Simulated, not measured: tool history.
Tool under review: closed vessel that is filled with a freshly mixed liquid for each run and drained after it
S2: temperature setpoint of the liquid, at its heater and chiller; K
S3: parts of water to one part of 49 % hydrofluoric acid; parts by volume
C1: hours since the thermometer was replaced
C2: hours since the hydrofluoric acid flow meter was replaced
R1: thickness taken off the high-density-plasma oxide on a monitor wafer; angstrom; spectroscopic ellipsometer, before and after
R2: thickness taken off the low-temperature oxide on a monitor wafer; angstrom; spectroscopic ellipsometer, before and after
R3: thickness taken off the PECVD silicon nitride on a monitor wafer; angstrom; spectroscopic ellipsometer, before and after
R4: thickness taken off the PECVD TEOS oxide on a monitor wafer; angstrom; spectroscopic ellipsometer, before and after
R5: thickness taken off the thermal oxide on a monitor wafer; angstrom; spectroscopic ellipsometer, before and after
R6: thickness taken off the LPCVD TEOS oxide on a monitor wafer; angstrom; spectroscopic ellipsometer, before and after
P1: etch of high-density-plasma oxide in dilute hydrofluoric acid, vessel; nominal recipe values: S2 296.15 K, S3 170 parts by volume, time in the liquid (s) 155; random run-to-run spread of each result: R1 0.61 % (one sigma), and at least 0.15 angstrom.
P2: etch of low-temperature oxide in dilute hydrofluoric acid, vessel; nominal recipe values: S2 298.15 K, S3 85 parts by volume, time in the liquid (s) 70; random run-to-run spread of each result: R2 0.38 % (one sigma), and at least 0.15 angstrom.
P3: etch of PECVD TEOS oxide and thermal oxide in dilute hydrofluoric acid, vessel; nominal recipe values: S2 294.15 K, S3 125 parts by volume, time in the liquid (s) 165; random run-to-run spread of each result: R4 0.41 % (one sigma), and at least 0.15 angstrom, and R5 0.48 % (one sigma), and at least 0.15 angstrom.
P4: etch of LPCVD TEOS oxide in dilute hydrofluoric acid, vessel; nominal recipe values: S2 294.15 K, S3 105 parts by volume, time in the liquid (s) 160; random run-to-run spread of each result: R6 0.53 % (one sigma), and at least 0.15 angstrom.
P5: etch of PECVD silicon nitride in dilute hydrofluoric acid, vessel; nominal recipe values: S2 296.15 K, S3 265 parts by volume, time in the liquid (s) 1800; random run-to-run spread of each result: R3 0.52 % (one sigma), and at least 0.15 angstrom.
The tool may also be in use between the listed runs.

run 1 hour=18.0 | process_that_ran=P1 S2=296.15 S3=170 time_in_the_liquid_(s)=155 | C1=1710.7 C2=506.7 | R1=54.8520
run 2 hour=31.1 | process_that_ran=P1 S2=296.15 S3=170 time_in_the_liquid_(s)=155 | C1=1723.8 C2=519.8 | R1=54.8860
run 3 hour=48.1 | process_that_ran=P1 S2=290.15 S3=170 time_in_the_liquid_(s)=155 | C1=1740.8 C2=536.8 | R1=43.0810
run 4 hour=67.0 | process_that_ran=P2 S2=298.15 S3=85 time_in_the_liquid_(s)=30 | C1=1759.7 C2=555.7 | R2=48.377
run 5 hour=78.2 | process_that_ran=P5 S2=290.65 S3=265 time_in_the_liquid_(s)=1800 | C1=1770.9 C2=566.9 | R3=131.320
run 6 hour=91.0 | process_that_ran=P3 S2=294.15 S3=210 time_in_the_liquid_(s)=165 | C1=1783.7 C2=579.7 | R4=114.10 R5=27.870
run 7 hour=103.1 | process_that_ran=P4 S2=294.15 S3=105 time_in_the_liquid_(s)=160 | C1=1795.8 C2=591.8 | R6=369.94
run 8 hour=120.0 | process_that_ran=P1 S2=303.65 S3=170 time_in_the_liquid_(s)=155 | C1=1812.7 C2=608.7 | R1=71.7280
run 9 hour=131.2 | process_that_ran=P2 S2=298.15 S3=130 time_in_the_liquid_(s)=70 | C1=1823.9 C2=619.9 | R2=70.497
run 10 hour=147.2 | process_that_ran=P4 S2=294.15 S3=105 time_in_the_liquid_(s)=260 | C1=1839.9 C2=635.9 | R6=600.86
run 11 hour=155.6 | process_that_ran=P3 S2=294.15 S3=125 time_in_the_liquid_(s)=165 | C1=1848.3 C2=644.3 | R4=210.78 R5=51.373
run 12 hour=166.3 | process_that_ran=P5 S2=296.15 S3=265 time_in_the_liquid_(s)=385 | C1=1859.0 C2=655.0 | R3=39.813
run 13 hour=181.0 | process_that_ran=P5 S2=296.15 S3=265 time_in_the_liquid_(s)=1800 | C1=1873.7 C2=669.7 | R3=185.780
run 14 hour=196.4 | process_that_ran=P1 S2=296.15 S3=290 time_in_the_liquid_(s)=30 | C1=1889.1 C2=685.1 | R1=5.4482
run 15 hour=207.3 | process_that_ran=P4 S2=290.15 S3=105 time_in_the_liquid_(s)=160 | C1=1900.0 C2=696.0 | R6=314.57
run 16 hour=219.0 | process_that_ran=P1 S2=296.15 S3=170 time_in_the_liquid_(s)=155 | C1=1911.7 C2=707.7 | R1=55.0540
run 17 hour=236.5 | process_that_ran=P1 S2=296.15 S3=245 time_in_the_liquid_(s)=60 | C1=1929.2 C2=725.2 | R1=13.7340
run 18 hour=252.9 | process_that_ran=P3 S2=290.15 S3=125 time_in_the_liquid_(s)=165 | C1=1945.6 C2=741.6 | R4=178.89 R5=43.813
run 19 hour=263.7 | process_that_ran=P1 S2=296.15 S3=285 time_in_the_liquid_(s)=155 | C1=1956.4 C2=752.4 | R1=29.1530
run 20 hour=274.0 | process_that_ran=P1 S2=296.15 S3=170 time_in_the_liquid_(s)=155 | C1=1966.7 C2=762.7 | R1=54.9840
run 21 hour=293.0 | process_that_ran=P5 S2=296.15 S3=120 time_in_the_liquid_(s)=1800 | C1=1985.7 C2=781.7 | R3=406.340
run 22 hour=307.5 | process_that_ran=P1 S2=296.15 S3=170 time_in_the_liquid_(s)=50 | C1=2000.2 C2=796.2 | R1=17.4660
run 23 hour=316.4 | process_that_ran=P3 S2=294.15 S3=125 time_in_the_liquid_(s)=255 | C1=2009.1 C2=805.1 | R4=326.97 R5=79.976
run 24 hour=334.1 | process_that_ran=P4 S2=294.15 S3=65 time_in_the_liquid_(s)=160 | C1=2026.8 C2=822.8 | R6=630.30
run 25 hour=342.5 | process_that_ran=P3 S2=294.15 S3=125 time_in_the_liquid_(s)=165 | C1=2035.2 C2=831.2 | R4=209.75 R5=51.048
run 26 hour=360.0 | process_that_ran=P2 S2=298.15 S3=85 time_in_the_liquid_(s)=70 | C1=2052.7 C2=848.7 | R2=112.170
run 27 hour=377.7 | process_that_ran=P1 S2=296.15 S3=170 time_in_the_liquid_(s)=155 | C1=2070.4 C2=866.4 | R1=54.3730
run 28 hour=394.2 | process_that_ran=P2 S2=293.65 S3=85 time_in_the_liquid_(s)=70 | C1=2086.9 C2=882.9 | R2=94.054
run 29 hour=406.0 | process_that_ran=P1 S2=296.15 S3=170 time_in_the_liquid_(s)=155 | C1=2098.7 C2=894.7 | R1=54.2340
run 30 hour=423.8 | process_that_ran=P1 S2=296.15 S3=30 time_in_the_liquid_(s)=155 | C1=2116.5 C2=912.5 | R1=366.7100
run 31 hour=438.6 | process_that_ran=P1 S2=296.15 S3=170 time_in_the_liquid_(s)=240 | C1=2131.3 C2=927.3 | R1=84.9130
run 32 hour=453.4 | process_that_ran=P1 S2=290.15 S3=255 time_in_the_liquid_(s)=155 | C1=2146.1 C2=942.1 | R1=26.8920

Run 33, settings as shown, results not yet in. Your forecast:
run 33 hour=464.6 | process_that_ran=P1 S2=296.15 S3=170 time_in_the_liquid_(s)=155 | C1=2157.3 C2=953.3 | R1=?

{"run 33": {"R1": 54.288}}

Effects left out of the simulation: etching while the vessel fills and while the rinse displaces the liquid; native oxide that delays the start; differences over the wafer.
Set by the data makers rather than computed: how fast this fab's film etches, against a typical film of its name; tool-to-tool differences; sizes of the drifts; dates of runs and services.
